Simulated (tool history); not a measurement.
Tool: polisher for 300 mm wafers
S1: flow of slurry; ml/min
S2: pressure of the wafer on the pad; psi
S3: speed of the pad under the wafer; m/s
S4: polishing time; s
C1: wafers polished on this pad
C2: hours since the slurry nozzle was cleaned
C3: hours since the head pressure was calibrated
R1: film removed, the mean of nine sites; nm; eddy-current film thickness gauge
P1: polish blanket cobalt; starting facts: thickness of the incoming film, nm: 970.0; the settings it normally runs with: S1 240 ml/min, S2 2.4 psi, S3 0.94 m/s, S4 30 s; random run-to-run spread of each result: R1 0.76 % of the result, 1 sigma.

run 1 hour=4.1 | S1=240 S2=2.4 S3=0.94 S4=30 | C1=300 C2=143 C3=476.2 | R1=158.75
run 2 hour=8.2 | S1=240 S2=3.5 S3=0.94 S4=30 | C1=335 C2=147.1 C3=480.3 | R1=229.83
run 3 hour=11 | S1=330 S2=2.4 S3=0.94 S4=30 | C1=358 C2=149.9 C3=483.1 | R1=162.13
run 4 hour=15.3 | S1=240 S2=2.4 S3=0.94 S4=30 | C1=395 C2=154.2 C3=487.4 | R1=156.28
run 5 hour=19.3 | S1=240 S2=2.4 S3=0.94 S4=30 | C1=429 C2=158.2 C3=491.4 | R1=157.28
run 6 hour=23.2 | S1=145 S2=2.4 S3=0.94 S4=30 | C1=462 C2=162.1 C3=495.3 | R1=145.43
run 7 hour=26.9 | S1=240 S2=1.2 S3=0.94 S4=30 | C1=494 C2=165.8 C3=499 | R1=79.237
run 8 hour=30.8 | S1=240 S2=2.4 S3=0.94 S4=30 | C1=527 C2=169.7 C3=502.9 | R1=156.6
run 9 hour=34.2 | S1=240 S2=2.4 S3=0.94 S4=21 | C1=556 C2=173.1 C3=506.3 | R1=110.24
run 10 hour=38.4 | S1=240 S2=3 S3=0.94 S4=42 | C1=591 C2=177.3 C3=510.5 | R1=278.29
run 11 hour=42 | S1=240 S2=2.4 S3=1.42 S4=30 | C1=622 C2=180.9 C3=514.1 | R1=237.96
run 12 hour=45.1 | S1=240 S2=2.4 S3=0.42 S4=30 | C1=648 C2=184 C3=517.2 | R1=69.413
run 13 hour=48.9 | S1=240 S2=2.4 S3=0.94 S4=30 | C1=681 C2=187.8 C3=521 | R1=159.38
run 14 hour=52.3 | S1=240 S2=2.4 S3=0.94 S4=40 | C1=710 C2=191.2 C3=524.4 | R1=211.21
run 15 hour=54.8 | S1=240 S2=2.4 S3=0.94 S4=30 | C1=731 C2=193.7 C3=526.9 | R1=156.47

Run 16 is up next; what results do you expect?
run 16 hour=57.1 | S1=240 S2=2.4 S3=0.94 S4=30 | C1=750 C2=196 C3=529.2 | R1=?

Run 16 produced R1 153.88 nm.
